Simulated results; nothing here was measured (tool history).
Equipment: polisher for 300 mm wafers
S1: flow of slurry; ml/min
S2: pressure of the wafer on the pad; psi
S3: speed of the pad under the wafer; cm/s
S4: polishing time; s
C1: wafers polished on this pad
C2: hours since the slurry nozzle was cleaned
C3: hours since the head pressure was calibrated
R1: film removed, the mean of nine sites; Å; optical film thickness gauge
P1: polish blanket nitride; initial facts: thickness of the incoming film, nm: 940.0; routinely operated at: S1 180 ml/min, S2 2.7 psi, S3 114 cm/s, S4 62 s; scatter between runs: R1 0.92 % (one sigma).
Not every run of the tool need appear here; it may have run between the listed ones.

run   hour   S1   S2   S3  S4    C1     C2     C3      R1
  1    7.7  180  2.7  114  62   494  147.7  716.7  936.77
  2     21  180  2.7  166  62   591    161    730  1279.2
  3   28.1  180  2.7   78  62   643  168.1  737.1  696.62
  4   42.2  235  2.7  114  62   746  182.2  751.2    1002
  5   53.8  180  2.7  114  28   830  193.8  762.8  427.61
  6   65.9  180  3.9  114  62   918  205.9  774.9  1351.9
  7     74  180  2.7  114  95   978    214    783  1443.8
  8   83.9  180  2.7  114  62  1050  223.9  792.9   945.2
  9   96.3  110  2.7   60  62  1140  236.3  805.3  518.39
 10  109.3  110  2.7   58  62  1235  249.3  818.3  505.55
 11  118.8  110  2.7  114  62  1304  258.8  827.8  862.92
 12  128.1  180  2.7  114  62  1372  268.1  837.1  937.25
 13  137.5  180  1.3  114  31  1441  277.5  846.5  226.19
 14  145.5  180  2.7  114  62  1499  285.5  854.5  954.12
 15  158.4  180  1.3  114  62  1593  298.4  867.4  454.33
 16  166.7  180  2.7  114  62  1654  306.7  875.7  939.87
 17  175.1  180  2.7  114  62  1715  315.1  884.1  947.22
 18  188.5  180  2.7  114  62  1813  328.5  897.5  922.34
 19    200  180  2.7  114  62  1897    340    909  919.13
 20  207.4  180  2.7  114  62  1951  347.4  916.4  908.02
     213.2  -- worn pad replaced by a new one
 21  219.2  180  2.7  114  62    43  359.2  928.2  886.97
 22  231.9  180  2.7  114  62   136  371.9  940.9  907.09
 23  247.8  180  2.7  114  62   252  387.8  956.8  889.33
 24  262.6  180  2.7  114  62   360  402.6  971.6  898.38

P1 has crept away from where it was. The log is fitted equally well by each of these 2 causes, at the sizes shown:
A: head's pressure below its setpoint, % = 5.86
B: slurry flow missing at the pad, % = 29.6
The creep began at about hour 175.1.
The rest of the possible causes, and what rules out each one:
removal rate lost through wear of the pad, %: serviced at hour 213.2, after the drift had started, without restoring the earlier output

4 check runs are offered, each on 5 wafers whose results are averaged, their results left as question marks. Which one tells the causes apart?
check 1  277.4  180    2  114  86               ?
check 2  277.4  115  2.7  114  31               ?
check 3  277.4  180  2.7  146  62               ?
check 4  277.4  180  1.4  114  62               ?

Expected result of each check under each candidate cause:
  check  result    if A    if B
check 1      R1  916.72  916.84
check 2      R1  411.54  399.43
check 3      R1  1087.5  1087.6
check 4      R1  462.62  462.68
How far apart the two closest causes lie, in the result that separates them most: check 1 0.01 %; check 2 2.99 %; check 3 0.01 %; check 4 0.01 %
Only check 2 tells the causes apart: in the others they would give nearly the same result.

Then check 2 was run and gave: R1 397.22 Å. Which cause is it?

The cause is B: slurry flow missing at the pad, %.

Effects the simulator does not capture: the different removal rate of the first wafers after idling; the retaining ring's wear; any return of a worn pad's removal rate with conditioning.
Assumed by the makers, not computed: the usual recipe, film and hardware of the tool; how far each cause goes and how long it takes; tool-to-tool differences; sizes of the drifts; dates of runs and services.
